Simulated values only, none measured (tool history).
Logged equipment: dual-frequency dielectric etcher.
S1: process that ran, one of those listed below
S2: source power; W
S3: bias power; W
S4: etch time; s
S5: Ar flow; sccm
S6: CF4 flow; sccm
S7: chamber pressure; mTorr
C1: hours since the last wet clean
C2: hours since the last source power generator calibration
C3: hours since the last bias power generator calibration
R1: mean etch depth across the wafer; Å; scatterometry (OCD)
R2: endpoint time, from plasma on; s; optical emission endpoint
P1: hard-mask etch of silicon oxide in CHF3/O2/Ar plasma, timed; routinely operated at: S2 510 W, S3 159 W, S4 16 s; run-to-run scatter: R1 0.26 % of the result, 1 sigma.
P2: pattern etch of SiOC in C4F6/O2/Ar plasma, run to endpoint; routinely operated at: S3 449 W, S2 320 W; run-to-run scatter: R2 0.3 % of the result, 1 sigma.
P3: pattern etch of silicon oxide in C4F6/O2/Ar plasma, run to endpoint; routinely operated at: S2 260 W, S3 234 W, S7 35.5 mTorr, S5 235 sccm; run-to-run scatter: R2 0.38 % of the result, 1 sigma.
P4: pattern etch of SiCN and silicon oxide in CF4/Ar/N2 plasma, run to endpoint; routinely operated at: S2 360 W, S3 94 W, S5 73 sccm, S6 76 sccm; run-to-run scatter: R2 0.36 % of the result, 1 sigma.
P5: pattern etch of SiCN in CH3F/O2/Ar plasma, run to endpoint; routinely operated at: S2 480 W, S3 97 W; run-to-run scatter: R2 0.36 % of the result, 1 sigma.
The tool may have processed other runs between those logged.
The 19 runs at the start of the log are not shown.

| run | hour | S1 | S2 | S3 | S4 | S5 | S6 | S7 | C1 | C2 | C3 | R1 | R2 |
|---|---|---|---|---|---|---|---|---|---|---|---|---|---|
| 20 | 165.4 | P1 | 300 | 159 | 16 |  |  |  | 371.5 | 1075 | 662.6 | 243.12 |  |
| 21 | 173.7 | P2 | 400 | 449 |  |  |  |  | 379.8 | 1083.3 | 670.9 |  | 14.191 |
| 22 | 183.7 | P1 | 510 | 159 | 16 |  |  |  | 389.8 | 1093.3 | 680.9 | 298.84 |  |
| 23 | 192.8 | P1 | 510 | 159 | 16 |  |  |  | 398.9 | 1102.4 | 690 | 300.16 |  |
| 24 | 202 | P1 | 510 | 159 | 21 |  |  |  | 408.1 | 1111.6 | 699.2 | 392.45 |  |
| 25 | 209.6 | P1 | 710 | 159 | 16 |  |  |  | 415.7 | 1119.2 | 706.8 | 339.4 |  |
| 26 | 221.4 | P2 | 320 | 618 |  |  |  |  | 427.5 | 1131 | 718.6 |  | 13.62 |
| 27 | 231.6 | P2 | 320 | 449 |  |  |  |  | 437.7 | 1141.2 | 728.8 |  | 15.354 |
| 28 | 240.8 | P3 | 260 | 234 |  | 235 |  | 35.5 | 446.9 | 1150.4 | 738 |  | 11.637 |
| 29 | 250 | P1 | 510 | 159 | 16 |  |  |  | 456.1 | 1159.6 | 747.2 | 298.75 |  |
|  | 251.3 | wet clean of the chamber |
| 30 | 261.2 | P4 | 360 | 94 |  | 73 | 105 |  | 9.9 | 1170.8 | 758.4 |  | 21.21 |
| 31 | 268.5 | P3 | 260 | 234 |  | 235 |  | 45.5 | 17.2 | 1178.1 | 765.7 |  | 11.953 |
| 32 | 277.5 | P3 | 260 | 234 |  | 235 |  | 35.5 | 26.2 | 1187.1 | 774.7 |  | 11.711 |
| 33 | 285.1 | P1 | 510 | 159 | 16 |  |  |  | 33.8 | 1194.7 | 782.3 | 297.74 |  |
| 34 | 290.1 | P1 | 510 | 159 | 16 |  |  |  | 38.8 | 1199.7 | 787.3 | 296.45 |  |
| 35 | 300.4 | P1 | 510 | 159 | 16 |  |  |  | 49.1 | 1210 | 797.6 | 295.54 |  |

Run 36 is up next; what results do you expect?
| 36 | 309.8 | P1 | 510 | 159 | 16 |  |  |  | 58.5 | 1219.4 | 807 | ? |  |

Run 36 measured R1 295.04 Å.

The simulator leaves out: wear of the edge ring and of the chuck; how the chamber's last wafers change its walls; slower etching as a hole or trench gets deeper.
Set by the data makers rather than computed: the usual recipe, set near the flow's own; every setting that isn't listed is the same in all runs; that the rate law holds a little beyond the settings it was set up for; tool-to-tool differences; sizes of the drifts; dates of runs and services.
